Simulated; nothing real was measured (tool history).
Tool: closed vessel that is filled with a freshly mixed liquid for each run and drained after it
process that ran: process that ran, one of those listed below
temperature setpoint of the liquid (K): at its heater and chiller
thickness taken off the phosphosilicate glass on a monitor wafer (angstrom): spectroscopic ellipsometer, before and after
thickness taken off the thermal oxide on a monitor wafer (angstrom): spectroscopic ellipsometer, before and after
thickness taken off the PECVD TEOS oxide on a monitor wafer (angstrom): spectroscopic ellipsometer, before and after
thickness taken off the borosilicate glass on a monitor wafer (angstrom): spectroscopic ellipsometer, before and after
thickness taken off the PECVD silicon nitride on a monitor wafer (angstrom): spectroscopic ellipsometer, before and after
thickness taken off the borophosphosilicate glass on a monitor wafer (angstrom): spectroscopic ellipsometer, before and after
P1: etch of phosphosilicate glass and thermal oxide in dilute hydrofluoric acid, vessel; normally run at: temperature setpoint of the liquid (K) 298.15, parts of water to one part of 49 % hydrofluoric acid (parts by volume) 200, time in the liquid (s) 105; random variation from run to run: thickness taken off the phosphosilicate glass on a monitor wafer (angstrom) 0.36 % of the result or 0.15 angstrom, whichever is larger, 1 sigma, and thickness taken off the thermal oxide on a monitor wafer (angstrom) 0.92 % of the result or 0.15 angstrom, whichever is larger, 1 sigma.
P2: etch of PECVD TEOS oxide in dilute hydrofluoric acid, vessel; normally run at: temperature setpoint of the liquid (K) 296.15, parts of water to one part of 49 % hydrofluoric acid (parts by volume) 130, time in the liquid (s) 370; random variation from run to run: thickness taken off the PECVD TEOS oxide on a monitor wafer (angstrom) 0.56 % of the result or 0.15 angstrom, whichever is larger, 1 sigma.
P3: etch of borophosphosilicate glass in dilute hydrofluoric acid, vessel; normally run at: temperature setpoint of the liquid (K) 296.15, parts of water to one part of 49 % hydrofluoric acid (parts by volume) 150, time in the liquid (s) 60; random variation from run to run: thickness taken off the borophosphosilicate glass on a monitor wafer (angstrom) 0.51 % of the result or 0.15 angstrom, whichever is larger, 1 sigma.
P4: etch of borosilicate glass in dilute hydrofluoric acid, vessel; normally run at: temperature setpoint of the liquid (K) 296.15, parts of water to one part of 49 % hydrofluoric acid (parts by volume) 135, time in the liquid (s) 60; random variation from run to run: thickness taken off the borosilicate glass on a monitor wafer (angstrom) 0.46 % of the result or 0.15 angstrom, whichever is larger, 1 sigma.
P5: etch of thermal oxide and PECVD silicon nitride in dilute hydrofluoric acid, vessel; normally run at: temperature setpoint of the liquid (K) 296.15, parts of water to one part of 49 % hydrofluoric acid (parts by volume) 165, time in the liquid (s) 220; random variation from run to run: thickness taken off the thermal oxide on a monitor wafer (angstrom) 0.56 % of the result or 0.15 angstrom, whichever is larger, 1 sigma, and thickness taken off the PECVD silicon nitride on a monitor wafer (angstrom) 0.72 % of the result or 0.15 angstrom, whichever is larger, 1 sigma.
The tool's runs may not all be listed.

| run | hour | process that ran | temperature setpoint of the liquid (K) | parts of water to one part of 49 % hydrofluoric acid (parts by volume) | time in the liquid (s) | hours since the thermometer was replaced | hours since the hydrofluoric acid flow meter was replaced | thickness taken off the phosphosilicate glass on a monitor wafer (angstrom) | thickness taken off the thermal oxide on a monitor wafer (angstrom) | thickness taken off the PECVD TEOS oxide on a monitor wafer (angstrom) | thickness taken off the borosilicate glass on a monitor wafer (angstrom) | thickness taken off the PECVD silicon nitride on a monitor wafer (angstrom) | thickness taken off the borophosphosilicate glass on a monitor wafer (angstrom) |
|---|---|---|---|---|---|---|---|---|---|---|---|---|---|
| 1 | 4.8 | P1 | 298.15 | 200 | 105 | 984.2 | 810.0 | 381.410 | 23.5330 |  |  |  |  |
| 2 | 7.8 | P2 | 296.15 | 130 | 370 | 987.2 | 813.0 |  |  | 406.89 |  |  |  |
| 3 | 11.1 | P1 | 290.65 | 200 | 50 | 990.5 | 816.3 | 136.350 | 8.5031 |  |  |  |  |
| 4 | 14.8 | P4 | 296.15 | 135 | 60 | 994.2 | 820.0 |  |  |  | 97.173 |  |  |
| 5 | 18.3 | P2 | 296.15 | 130 | 370 | 997.7 | 823.5 |  |  | 402.40 |  |  |  |
| 6 | 21.4 | P1 | 305.65 | 200 | 55 | 1000.8 | 826.6 | 259.880 | 15.9910 |  |  |  |  |
| 7 | 24.7 | P1 | 298.15 | 200 | 105 | 1004.1 | 829.9 | 382.470 | 23.3360 |  |  |  |  |
| 8 | 27.1 | P1 | 306.65 | 200 | 105 | 1006.5 | 832.3 | 513.450 | 32.2920 |  |  |  |  |
| 9 | 30.6 | P1 | 298.15 | 355 | 105 | 1010.0 | 835.8 | 184.130 | 11.4520 |  |  |  |  |
| 10 | 33.4 | P5 | 296.15 | 165 | 220 | 1012.8 | 838.6 |  | 53.1410 |  |  | 34.313 |  |
|  | 34.6 | thermometer replaced |
| 11 | 36.1 | P3 | 296.15 | 205 | 60 | 1.6 | 841.3 |  |  |  |  |  | 157.15 |
| 12 | 40.3 | P1 | 298.15 | 200 | 105 | 5.8 | 845.5 | 380.450 | 23.3620 |  |  |  |  |
| 13 | 45.3 | P4 | 296.15 | 135 | 60 | 10.8 | 850.5 |  |  |  | 96.375 |  |  |
| 14 | 47.7 | P1 | 298.15 | 200 | 105 | 13.2 | 852.9 | 379.530 | 23.4420 |  |  |  |  |
| 15 | 51.0 | P5 | 290.15 | 165 | 220 | 16.5 | 856.2 |  | 41.9470 |  |  | 23.258 |  |
| 16 | 55.3 | P1 | 298.15 | 200 | 105 | 20.8 | 860.5 | 382.080 | 23.6580 |  |  |  |  |
| 17 | 58.4 | P4 | 296.15 | 215 | 60 | 23.9 | 863.6 |  |  |  | 54.807 |  |  |
| 18 | 62.8 | P2 | 296.15 | 130 | 110 | 28.3 | 868.0 |  |  | 121.16 |  |  |  |
| 19 | 67.7 | P2 | 292.15 | 130 | 370 | 33.2 | 872.9 |  |  | 349.45 |  |  |  |
| 20 | 71.1 | P1 | 298.15 | 325 | 30 | 36.6 | 876.3 | 58.904 | 3.7544 |  |  |  |  |
| 21 | 75.4 | P5 | 296.15 | 105 | 220 | 40.9 | 880.6 |  | 89.4130 |  |  | 52.950 |  |
| 22 | 80.6 | P1 | 298.15 | 70 | 105 | 46.1 | 885.8 | 1270.300 | 79.2360 |  |  |  |  |
| 23 | 84.7 | P5 | 296.15 | 165 | 220 | 50.2 | 889.9 |  | 52.3640 |  |  | 34.854 |  |
| 24 | 87.7 | P3 | 296.15 | 150 | 105 | 53.2 | 892.9 |  |  |  |  |  | 402.19 |
| 25 | 91.5 | P5 | 296.15 | 165 | 325 | 57.0 | 896.7 |  | 78.9140 |  |  | 50.931 |  |
| 26 | 95.0 | P1 | 298.15 | 200 | 165 | 60.5 | 900.2 | 596.260 | 36.5120 |  |  |  |  |
| 27 | 97.3 | P1 | 298.15 | 200 | 105 | 62.8 | 902.5 | 381.940 | 22.9240 |  |  |  |  |
| 28 | 102.0 | P2 | 296.15 | 195 | 370 | 67.5 | 907.2 |  |  | 253.03 |  |  |  |
| 29 | 105.5 | P3 | 296.15 | 150 | 60 | 71.0 | 910.7 |  |  |  |  |  | 230.92 |
| 30 | 108.6 | P1 | 294.15 | 200 | 105 | 74.1 | 913.8 | 326.750 | 20.0040 |  |  |  |  |
| 31 | 111.1 | P4 | 296.15 | 135 | 30 | 76.6 | 916.3 |  |  |  | 48.306 |  |  |
| 32 | 113.6 | P1 | 298.15 | 200 | 35 | 79.1 | 918.8 | 125.650 | 7.6318 |  |  |  |  |
| 33 | 117.1 | P4 | 290.15 | 135 | 60 | 82.6 | 922.3 |  |  |  | 75.609 |  |  |
| 34 | 119.3 | P3 | 291.15 | 150 | 60 | 84.8 | 924.5 |  |  |  |  |  | 190.09 |
| 35 | 124.2 | P1 | 298.15 | 200 | 105 | 89.7 | 929.4 | 378.640 | 23.4040 |  |  |  |  |
| 36 | 127.8 | P1 | 298.15 | 200 | 105 | 93.3 | 933.0 | 393.040 | 24.4100 |  |  |  |  |
| 37 | 130.8 | P1 | 298.15 | 200 | 105 | 96.3 | 936.0 | 403.320 | 24.6270 |  |  |  |  |
| 38 | 135.9 | P1 | 298.15 | 200 | 105 | 101.4 | 941.1 | 410.400 | 25.2040 |  |  |  |  |

Forecast run 39:
| 39 | 140.0 | P1 | 298.15 | 200 | 105 | 105.5 | 945.2 | ? | ? |  |  |  |  |

thickness taken off the phosphosilicate glass on a monitor wafer (angstrom): 413.210
thickness taken off the thermal oxide on a monitor wafer (angstrom): 25.0280
